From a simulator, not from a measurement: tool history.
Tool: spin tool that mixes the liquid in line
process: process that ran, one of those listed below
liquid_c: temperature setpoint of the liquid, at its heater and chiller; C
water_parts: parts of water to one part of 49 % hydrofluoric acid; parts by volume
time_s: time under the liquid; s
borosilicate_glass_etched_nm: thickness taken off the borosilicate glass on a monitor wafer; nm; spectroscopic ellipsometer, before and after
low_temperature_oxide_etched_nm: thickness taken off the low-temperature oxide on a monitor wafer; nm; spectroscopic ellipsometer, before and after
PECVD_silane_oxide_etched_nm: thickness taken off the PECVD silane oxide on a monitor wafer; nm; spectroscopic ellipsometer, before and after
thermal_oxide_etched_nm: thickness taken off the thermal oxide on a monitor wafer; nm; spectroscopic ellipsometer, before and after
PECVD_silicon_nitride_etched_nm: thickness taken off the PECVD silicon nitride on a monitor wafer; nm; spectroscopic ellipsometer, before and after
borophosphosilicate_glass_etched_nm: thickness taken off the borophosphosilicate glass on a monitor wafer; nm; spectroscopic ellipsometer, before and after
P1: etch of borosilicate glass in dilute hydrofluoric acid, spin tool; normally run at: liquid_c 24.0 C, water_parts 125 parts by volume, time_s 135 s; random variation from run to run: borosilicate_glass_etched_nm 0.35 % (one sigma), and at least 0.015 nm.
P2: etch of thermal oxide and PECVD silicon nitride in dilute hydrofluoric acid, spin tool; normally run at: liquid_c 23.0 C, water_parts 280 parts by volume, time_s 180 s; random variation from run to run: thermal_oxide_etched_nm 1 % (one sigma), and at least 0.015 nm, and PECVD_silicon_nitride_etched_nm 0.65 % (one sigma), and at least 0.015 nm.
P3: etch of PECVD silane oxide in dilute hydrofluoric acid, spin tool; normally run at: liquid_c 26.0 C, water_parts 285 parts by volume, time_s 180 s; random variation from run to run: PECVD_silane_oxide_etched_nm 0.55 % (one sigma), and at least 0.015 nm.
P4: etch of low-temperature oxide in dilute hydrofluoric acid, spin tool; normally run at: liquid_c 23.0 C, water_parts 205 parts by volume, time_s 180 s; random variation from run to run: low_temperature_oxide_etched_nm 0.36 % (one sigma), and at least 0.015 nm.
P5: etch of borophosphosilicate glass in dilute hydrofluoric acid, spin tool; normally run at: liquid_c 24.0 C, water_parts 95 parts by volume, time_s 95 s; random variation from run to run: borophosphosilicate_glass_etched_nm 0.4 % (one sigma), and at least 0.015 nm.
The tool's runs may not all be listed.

run	hour	process	liquid_c	water_parts	time_s	borosilicate_glass_etched_nm	low_temperature_oxide_etched_nm	PECVD_silane_oxide_etched_nm	thermal_oxide_etched_nm	PECVD_silicon_nitride_etched_nm	borophosphosilicate_glass_etched_nm
1	6.1	P1	24.0	125	135	37.246					
2	18.2	P1	24.0	60	135	83.848					
3	31.7	P4	23.0	205	180		10.7410				
4	45.5	P3	26.0	285	180			10.5670			
5	51.6	P4	17.0	205	180		8.5748				
6	65.2	P2	23.0	280	70				0.9569	1.2927	
7	74.1	P3	26.0	75	180			50.9900			
8	85.5	P5	24.0	95	150						40.967
9	97.3	P1	24.0	215	135	19.469					
10	107.1	P3	26.0	285	95			5.5637			
11	120.2	P1	24.0	125	135	37.170					
12	132.7	P1	27.5	195	135	25.057					
13	145.8	P2	23.0	280	180				2.4417	3.3323	
14	152.5	P1	24.0	125	135	37.176					
15	164.4	P5	24.0	95	95						25.665
16	178.1	P1	24.0	125	135	37.070					
17	190.7	P2	17.0	280	180				1.9472	2.2411	
18	198.5	P4	23.0	205	180		10.7130				
19	211.1	P1	24.0	125	50	13.802					
20	220.4	P2	23.0	120	180				6.6247	7.6163	
21	227.2	P4	23.0	205	305		18.3070				
22	234.4	P5	24.0	175	95						12.787
23	248.3	P4	23.0	320	180		6.1817				
24	258.6	P1	24.0	125	135	37.146					
25	269.8	P3	26.0	285	180			10.4770			
26	283.6	P3	20.0	285	180			8.5338			
27	296.7	P5	17.0	95	95						19.451
28	304.9	P1	31.5	125	135	48.890					
29	315.7	P1	24.0	125	225	62.166					
30	322.5	P1	24.0	125	135	37.158					
31	331.2	P1	17.0	125	135	28.042					
32	341.1	P1	24.0	125	135	37.071					
33	354.4	P1	24.0	125	135	37.179					
34	365.0	P1	24.0	125	135	38.034					
35	372.5	P1	24.0	125	135	38.876					
36	383.1	P1	24.0	125	135	39.600					
37	391.5	P1	24.0	125	135	40.053					
38	404.4	P1	24.0	125	135	40.089					

Run 39 comes next. What will it give?
39	416.6	P1	24.0	125	135	?					

borosilicate_glass_etched_nm: 40.282 nm
